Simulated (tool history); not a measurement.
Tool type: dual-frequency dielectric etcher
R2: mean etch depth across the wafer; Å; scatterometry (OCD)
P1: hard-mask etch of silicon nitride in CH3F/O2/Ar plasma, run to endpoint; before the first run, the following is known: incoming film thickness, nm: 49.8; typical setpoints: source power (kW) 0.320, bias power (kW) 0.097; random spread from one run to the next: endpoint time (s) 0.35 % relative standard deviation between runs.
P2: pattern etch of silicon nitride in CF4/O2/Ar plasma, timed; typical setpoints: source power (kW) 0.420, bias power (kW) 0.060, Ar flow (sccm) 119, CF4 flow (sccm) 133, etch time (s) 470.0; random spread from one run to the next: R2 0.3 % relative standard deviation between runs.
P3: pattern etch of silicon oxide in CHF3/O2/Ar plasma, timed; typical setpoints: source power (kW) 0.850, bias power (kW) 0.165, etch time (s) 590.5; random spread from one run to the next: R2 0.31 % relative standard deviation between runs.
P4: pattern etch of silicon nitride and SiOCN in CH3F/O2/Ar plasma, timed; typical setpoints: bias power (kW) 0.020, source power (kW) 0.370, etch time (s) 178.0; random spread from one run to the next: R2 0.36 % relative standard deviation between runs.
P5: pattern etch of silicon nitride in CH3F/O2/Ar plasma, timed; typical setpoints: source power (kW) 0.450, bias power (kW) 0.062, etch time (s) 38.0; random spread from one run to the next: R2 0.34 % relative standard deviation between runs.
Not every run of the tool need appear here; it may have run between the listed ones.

{"run": 1, "hour": 8.0, "process that ran": "P1", "source power (kW)": 0.32, "bias power (kW)": 0.097, "endpoint time (s)": 70.924}
{"run": 2, "hour": 17.7, "process that ran": "P3", "source power (kW)": 0.85, "bias power (kW)": 0.165, "etch time (s)": 590.5, "R2": 12604.0}
{"run": 3, "hour": 34.2, "process that ran": "P4", "source power (kW)": 0.37, "bias power (kW)": 0.013, "etch time (s)": 178.0, "R2": 182.71}
{"run": 4, "hour": 42.1, "process that ran": "P1", "source power (kW)": 0.41, "bias power (kW)": 0.07, "endpoint time (s)": 72.463}
{"run": 5, "hour": 59.4, "process that ran": "P1", "source power (kW)": 0.32, "bias power (kW)": 0.097, "endpoint time (s)": 70.653}
{"run": 6, "hour": 75.1, "process that ran": "P1", "source power (kW)": 0.23, "bias power (kW)": 0.061, "endpoint time (s)": 94.59}
{"run": 7, "hour": 86.2, "process that ran": "P2", "source power (kW)": 0.42, "bias power (kW)": 0.036, "etch time (s)": 470.0, "Ar flow (sccm)": 119, "CF4 flow (sccm)": 133, "R2": 6735.4}
{"run": 8, "hour": 101.9, "process that ran": "P1", "source power (kW)": 0.32, "bias power (kW)": 0.097, "endpoint time (s)": 70.855}
{"run": 9, "hour": 115.0, "process that ran": "P4", "source power (kW)": 0.51, "bias power (kW)": 0.02, "etch time (s)": 178.0, "R2": 245.62}
{"run": 10, "hour": 128.6, "process that ran": "P1", "source power (kW)": 0.43, "bias power (kW)": 0.097, "endpoint time (s)": 63.151}
{"run": 11, "hour": 139.2, "process that ran": "P5", "source power (kW)": 0.45, "bias power (kW)": 0.075, "etch time (s)": 38.0, "R2": 295.02}
{"run": 12, "hour": 147.8, "process that ran": "P3", "source power (kW)": 1.05, "bias power (kW)": 0.165, "etch time (s)": 590.5, "R2": 13698.0}
{"run": 13, "hour": 158.6, "process that ran": "P4", "source power (kW)": 0.37, "bias power (kW)": 0.02, "etch time (s)": 178.0, "R2": 218.66}
{"run": 14, "hour": 175.0, "process that ran": "P2", "source power (kW)": 0.31, "bias power (kW)": 0.06, "etch time (s)": 470.0, "Ar flow (sccm)": 119, "CF4 flow (sccm)": 133, "R2": 6214.8}
{"run": 15, "hour": 187.1, "process that ran": "P1", "source power (kW)": 0.32, "bias power (kW)": 0.097, "endpoint time (s)": 70.451}
{"run": 16, "hour": 196.0, "process that ran": "P1", "source power (kW)": 0.22, "bias power (kW)": 0.097, "endpoint time (s)": 81.819}
{"run": 17, "hour": 203.8, "process that ran": "P3", "source power (kW)": 0.85, "bias power (kW)": 0.165, "etch time (s)": 820.5, "R2": 17499.0}
{"run": 18, "hour": 217.7, "process that ran": "P1", "source power (kW)": 0.32, "bias power (kW)": 0.07, "endpoint time (s)": 79.394}
{"run": 19, "hour": 227.5, "process that ran": "P2", "source power (kW)": 0.42, "bias power (kW)": 0.06, "etch time (s)": 470.0, "Ar flow (sccm)": 164, "CF4 flow (sccm)": 133, "R2": 7819.0}
{"run": 20, "hour": 240.5, "process that ran": "P4", "source power (kW)": 0.37, "bias power (kW)": 0.02, "etch time (s)": 244.0, "R2": 302.14}
{"run": 21, "hour": 257.2, "process that ran": "P5", "source power (kW)": 0.45, "bias power (kW)": 0.062, "etch time (s)": 21.0, "R2": 153.46}
{"run": 22, "hour": 267.8, "process that ran": "P1", "source power (kW)": 0.32, "bias power (kW)": 0.097, "endpoint time (s)": 70.414}
{"run": 23, "hour": 279.6, "process that ran": "P3", "source power (kW)": 0.85, "bias power (kW)": 0.214, "etch time (s)": 590.5, "R2": 13671.0}
{"run": 24, "hour": 297.6, "process that ran": "P1", "source power (kW)": 0.32, "bias power (kW)": 0.097, "endpoint time (s)": 70.867}
{"run": 25, "hour": 311.8, "process that ran": "P2", "source power (kW)": 0.42, "bias power (kW)": 0.06, "etch time (s)": 470.0, "Ar flow (sccm)": 119, "CF4 flow (sccm)": 133, "R2": 8107.7}
{"run": 26, "hour": 327.3, "process that ran": "P2", "source power (kW)": 0.42, "bias power (kW)": 0.06, "etch time (s)": 470.0, "Ar flow (sccm)": 119, "CF4 flow (sccm)": 133, "R2": 8121.2}
{"run": 27, "hour": 340.7, "process that ran": "P2", "source power (kW)": 0.42, "bias power (kW)": 0.06, "etch time (s)": 654.0, "Ar flow (sccm)": 119, "CF4 flow (sccm)": 133, "R2": 11263.0}
{"run": 28, "hour": 358.6, "process that ran": "P1", "source power (kW)": 0.32, "bias power (kW)": 0.126, "endpoint time (s)": 64.348}
{"run": 29, "hour": 367.6, "process that ran": "P1", "source power (kW)": 0.32, "bias power (kW)": 0.097, "endpoint time (s)": 70.802}
{"run": 30, "hour": 379.6, "process that ran": "P5", "source power (kW)": 0.45, "bias power (kW)": 0.062, "etch time (s)": 38.0, "R2": 279.37}
{"run": 31, "hour": 387.5, "process that ran": "P5", "source power (kW)": 0.45, "bias power (kW)": 0.062, "etch time (s)": 38.0, "R2": 278.46}
{"run": 32, "hour": 402.2, "process that ran": "P3", "source power (kW)": 0.85, "bias power (kW)": 0.165, "etch time (s)": 590.5, "R2": 12636.0}
{"run": 33, "hour": 417.2, "process that ran": "P2", "source power (kW)": 0.42, "bias power (kW)": 0.06, "etch time (s)": 470.0, "Ar flow (sccm)": 119, "CF4 flow (sccm)": 171, "R2": 8249.5}
{"run": 34, "hour": 425.3, "process that ran": "P5", "source power (kW)": 0.3, "bias power (kW)": 0.062, "etch time (s)": 38.0, "R2": 238.44}
{"run": 35, "hour": 435.2, "process that ran": "P1", "source power (kW)": 0.32, "bias power (kW)": 0.097, "endpoint time (s)": 70.646}
{"run": 36, "hour": 446.5, "process that ran": "P1", "source power (kW)": 0.32, "bias power (kW)": 0.097, "endpoint time (s)": 71.376}
{"run": 37, "hour": 460.2, "process that ran": "P1", "source power (kW)": 0.32, "bias power (kW)": 0.097, "endpoint time (s)": 71.63}
{"run": 38, "hour": 473.9, "process that ran": "P1", "source power (kW)": 0.32, "bias power (kW)": 0.097, "endpoint time (s)": 71.863}
{"hour": 481.1, "done": "wet clean of the chamber"}
{"run": 39, "hour": 481.6, "process that ran": "P1", "source power (kW)": 0.32, "bias power (kW)": 0.097, "endpoint time (s)": 72.221}
{"run": 40, "hour": 492.8, "process that ran": "P1", "source power (kW)": 0.32, "bias power (kW)": 0.097, "endpoint time (s)": 72.336}
{"run": 41, "hour": 507.9, "process that ran": "P1", "source power (kW)": 0.32, "bias power (kW)": 0.097, "endpoint time (s)": 72.052}
{"run": 42, "hour": 523.5, "process that ran": "P1", "source power (kW)": 0.32, "bias power (kW)": 0.097, "endpoint time (s)": 72.301}

Something has made what P1 gives creep away from where it was; the 2 causes below, each at its own stated size, fit the log equally well:
A: source power that arrives under what is set, % = 4.62
B: bias power that arrives under what is set, % = 4.65
The gradual shift began around hour 435.2.
All other causes, with the reason each is excluded:
chamber walls in a state that lowers the etch rate, %: serviced after onset, at hour 481.1, with no recovery of the prior output

Below are 4 check runs, each on a single wafer, with their results shown as question marks. Which of them would tell the listed causes apart, meaning the causes would give clearly different results under it?
{"run": "check 1", "hour": 539.1, "process that ran": "P4", "source power (kW)": 0.37, "bias power (kW)": 0.02, "etch time (s)": 178.0, "R2": "?"}
{"run": "check 2", "hour": 539.1, "process that ran": "P2", "source power (kW)": 0.42, "bias power (kW)": 0.06, "etch time (s)": 470.0, "Ar flow (sccm)": 119, "CF4 flow (sccm)": 133, "R2": "?"}
{"run": "check 3", "hour": 539.1, "process that ran": "P5", "source power (kW)": 0.45, "bias power (kW)": 0.062, "etch time (s)": 38.0, "R2": "?"}
{"run": "check 4", "hour": 539.1, "process that ran": "P3", "source power (kW)": 0.85, "bias power (kW)": 0.165, "etch time (s)": 590.5, "R2": "?"}

Predicted outcomes, by check and by cause:
check=check_1 result=R2 if_A=214.94 if_B=214.02
check=check_2 result=R2 if_A=7769.90 if_B=7948.10
check=check_3 result=R2 if_A=273.42 if_B=274.15
check=check_4 result=R2 if_A=12407.00 if_B=12445.00
Smallest distance between any two causes, each pair judged by its most separating result, in per cent: check 1 0.43 %; check 2 2.27 %; check 3 0.27 %; check 4 0.31 %
Check 2 is the one run that separates the causes; every other check would come out nearly the same whichever cause is at work.

The results of check 2 are: R2 7797.30 Å. Based on these, which of the listed causes is it?

Of the candidate causes, it is A: source power that arrives under what is set, %.
